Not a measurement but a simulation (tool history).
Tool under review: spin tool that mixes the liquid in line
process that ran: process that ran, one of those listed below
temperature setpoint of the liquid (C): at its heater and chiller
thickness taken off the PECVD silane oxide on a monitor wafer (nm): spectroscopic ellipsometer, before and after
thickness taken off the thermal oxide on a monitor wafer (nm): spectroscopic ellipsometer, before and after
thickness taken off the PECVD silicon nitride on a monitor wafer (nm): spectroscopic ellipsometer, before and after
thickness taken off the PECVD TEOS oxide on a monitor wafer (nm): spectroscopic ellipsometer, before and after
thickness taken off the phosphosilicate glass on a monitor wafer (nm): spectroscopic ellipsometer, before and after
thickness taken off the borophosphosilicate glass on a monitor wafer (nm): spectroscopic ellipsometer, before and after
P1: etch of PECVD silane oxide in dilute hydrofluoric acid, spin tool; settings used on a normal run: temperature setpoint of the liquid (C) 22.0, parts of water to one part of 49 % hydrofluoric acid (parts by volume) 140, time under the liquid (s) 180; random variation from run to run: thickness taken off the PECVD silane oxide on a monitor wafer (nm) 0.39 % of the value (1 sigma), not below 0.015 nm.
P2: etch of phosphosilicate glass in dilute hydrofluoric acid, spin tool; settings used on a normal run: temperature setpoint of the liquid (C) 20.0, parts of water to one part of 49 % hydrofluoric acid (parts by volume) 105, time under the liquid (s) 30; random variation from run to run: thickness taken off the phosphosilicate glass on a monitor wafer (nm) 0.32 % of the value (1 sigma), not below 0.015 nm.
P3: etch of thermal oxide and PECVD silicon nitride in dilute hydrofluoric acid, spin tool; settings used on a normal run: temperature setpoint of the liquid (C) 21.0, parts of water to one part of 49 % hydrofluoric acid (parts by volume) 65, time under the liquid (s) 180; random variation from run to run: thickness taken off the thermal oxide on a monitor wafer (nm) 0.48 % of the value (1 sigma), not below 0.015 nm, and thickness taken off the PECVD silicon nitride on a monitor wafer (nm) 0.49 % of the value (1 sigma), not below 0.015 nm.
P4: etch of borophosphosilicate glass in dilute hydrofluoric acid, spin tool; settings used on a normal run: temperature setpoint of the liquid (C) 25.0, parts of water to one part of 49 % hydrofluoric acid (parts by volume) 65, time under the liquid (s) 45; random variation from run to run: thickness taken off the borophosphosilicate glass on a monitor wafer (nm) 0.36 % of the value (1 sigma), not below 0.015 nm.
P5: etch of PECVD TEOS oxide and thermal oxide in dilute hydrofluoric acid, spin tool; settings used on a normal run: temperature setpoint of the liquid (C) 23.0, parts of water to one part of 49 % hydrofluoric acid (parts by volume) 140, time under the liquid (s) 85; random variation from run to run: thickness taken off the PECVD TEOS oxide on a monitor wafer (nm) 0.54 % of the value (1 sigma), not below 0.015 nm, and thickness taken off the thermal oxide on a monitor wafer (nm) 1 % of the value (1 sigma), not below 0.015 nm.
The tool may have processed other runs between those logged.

run	hour	process that ran	temperature setpoint of the liquid (C)	parts of water to one part of 49 % hydrofluoric acid (parts by volume)	time under the liquid (s)	hours since the thermometer was replaced	hours since the hydrofluoric acid flow meter was replaced	thickness taken off the PECVD silane oxide on a monitor wafer (nm)	thickness taken off the thermal oxide on a monitor wafer (nm)	thickness taken off the PECVD silicon nitride on a monitor wafer (nm)	thickness taken off the PECVD TEOS oxide on a monitor wafer (nm)	thickness taken off the phosphosilicate glass on a monitor wafer (nm)	thickness taken off the borophosphosilicate glass on a monitor wafer (nm)
1	9.2	P1	22.0	140	180	1014.3	396.2	39.3390					
2	16.1	P3	21.0	65	40	1021.2	403.1		2.6295	0.95206			
3	25.6	P1	17.5	140	50	1030.7	412.6	9.0222					
4	33.1	P5	23.0	225	85	1038.2	420.1		1.4635		3.6143		
5	41.3	P1	30.0	140	180	1046.4	428.3	52.9510					
6	47.0	P1	22.0	140	180	1052.1	434.0	39.3320					
7	53.5	P3	21.0	30	180	1058.6	440.5		26.7890	8.97900			
8	61.3	P1	22.0	140	15	1066.4	448.3	3.2560					
9	68.9	P1	18.5	140	180	1074.0	455.9	34.0730					
10	76.1	P2	17.0	105	30	1081.2	463.1					29.834	
11	83.4	P5	23.0	140	160	1088.5	470.4		4.8582		11.9850		
12	90.2	P1	22.0	140	290	1095.3	477.2	63.3290					
13	96.9	P2	20.0	105	30	1102.0	483.9					33.587	
14	101.8	P4	25.0	65	85	1106.9	488.8						73.406
15	106.9	P5	17.0	140	85	1112.0	493.9		2.0195		5.0745		
16	115.3	P4	29.5	65	45	1120.4	502.3						46.919
17	120.7	P1	17.0	190	180	1125.8	507.7	22.5590					
18	127.4	P4	25.0	65	45	1132.5	514.4						39.049
19	132.3	P1	22.0	140	180	1137.4	519.3	38.8270					
20	139.4	P1	22.0	30	180	1144.5	526.4	207.5800					
21	144.0	P1	22.0	140	180	1149.1	531.0	39.1080					
22	148.3	P1	22.0	140	180	1153.4	535.3	39.4460					
23	154.8	P2	20.0	175	30	1159.9	541.8					18.784	
24	160.5	P3	17.0	65	180	1165.6	547.5		9.8385	3.19130			
25	169.9	P2	20.0	105	15	1175.0	556.9					16.777	
26	176.1	P5	23.0	140	85	1181.2	563.1		2.5923		6.4302		
27	180.9	P3	21.0	65	180	1186.0	567.9		11.8750	4.19050			
28	186.7	P1	28.0	250	180	1191.8	573.7	24.2740					
29	192.5	P4	25.0	65	45	1197.6	579.5						39.122
30	197.3	P4	25.0	105	45	1202.4	584.3						23.079
31	204.5	P1	22.0	220	180	1209.6	591.5	22.7560					
32	214.0	P1	22.0	140	180	1219.1	601.0	39.4620					
33	223.9	P1	22.0	140	180	1229.0	610.9	40.2500					
34	233.6	P1	22.0	140	180	1238.7	620.6	40.5810					
35	239.8	P1	22.0	140	180	1244.9	626.8	40.7280					
36	245.9	P1	22.0	140	180	1251.0	632.9	40.6540					
37	250.6	P1	22.0	140	180	1255.7	637.6	41.2520					
38	258.9	P1	22.0	140	180	1264.0	645.9	41.1440					
39	265.6	P1	22.0	140	180	1270.7	652.6	41.4750					
40	274.1	P1	22.0	140	180	1279.2	661.1	41.6620					
41	282.4	P1	22.0	140	180	1287.5	669.4	41.4490					
42	288.0	P1	22.0	140	180	1293.1	675.0	41.5700					
43	295.4	P1	22.0	140	180	1300.5	682.4	41.4550					

What P1 gives has crept away from where it was. These 2 causes fit the log equally well, each at the size given:
A: liquid hotter than its thermometer reads (K) = 1.48
B: hydrofluoric acid flow above the setpoint (%) = 5.11
At approximately hour 214.0, the process output began to creep.

Consider the 4 check runs below, whose results appear as question marks and each of which averages 5 wafers. Which one distinguishes the causes, in that each cause would give it a clearly different result?
check 1	302.8	P4	25.0	100	80								?
check 2	302.8	P3	17.0	65	50				?	?			
check 3	302.8	P5	17.0	140	150				?		?		
check 4	302.8	P2	20.0	165	30							?	

Outcome of each check run for each possible cause:
check	result	if A	if B
check 1	thickness taken off the borophosphosilicate glass on a monitor wafer (nm)	45.724	45.644
check 2	thickness taken off the thermal oxide on a monitor wafer (nm)	2.9465	2.9170
check 2	thickness taken off the PECVD silicon nitride on a monitor wafer (nm)	0.98981	0.93623
check 3	thickness taken off the thermal oxide on a monitor wafer (nm)	3.7752	3.7602
check 3	thickness taken off the PECVD TEOS oxide on a monitor wafer (nm)	9.4077	9.3702
check 4	thickness taken off the phosphosilicate glass on a monitor wafer (nm)	21.306	21.309
Distance between the nearest two causes, measured in the result of the check that separates them most: check 1 0.18 %; check 2 5.57 %; check 3 0.4 %; check 4 0.01 %
Check 2 distinguishes between the causes, while the remaining checks would return nearly the same result for all of them.

Check 2 has now been run. It gave: thickness taken off the thermal oxide on a monitor wafer (nm) 2.9433; thickness taken off the PECVD silicon nitride on a monitor wafer (nm) 0.98784. Which of the candidate causes is it?

The correct cause is A, namely: liquid hotter than its thermometer reads (K).

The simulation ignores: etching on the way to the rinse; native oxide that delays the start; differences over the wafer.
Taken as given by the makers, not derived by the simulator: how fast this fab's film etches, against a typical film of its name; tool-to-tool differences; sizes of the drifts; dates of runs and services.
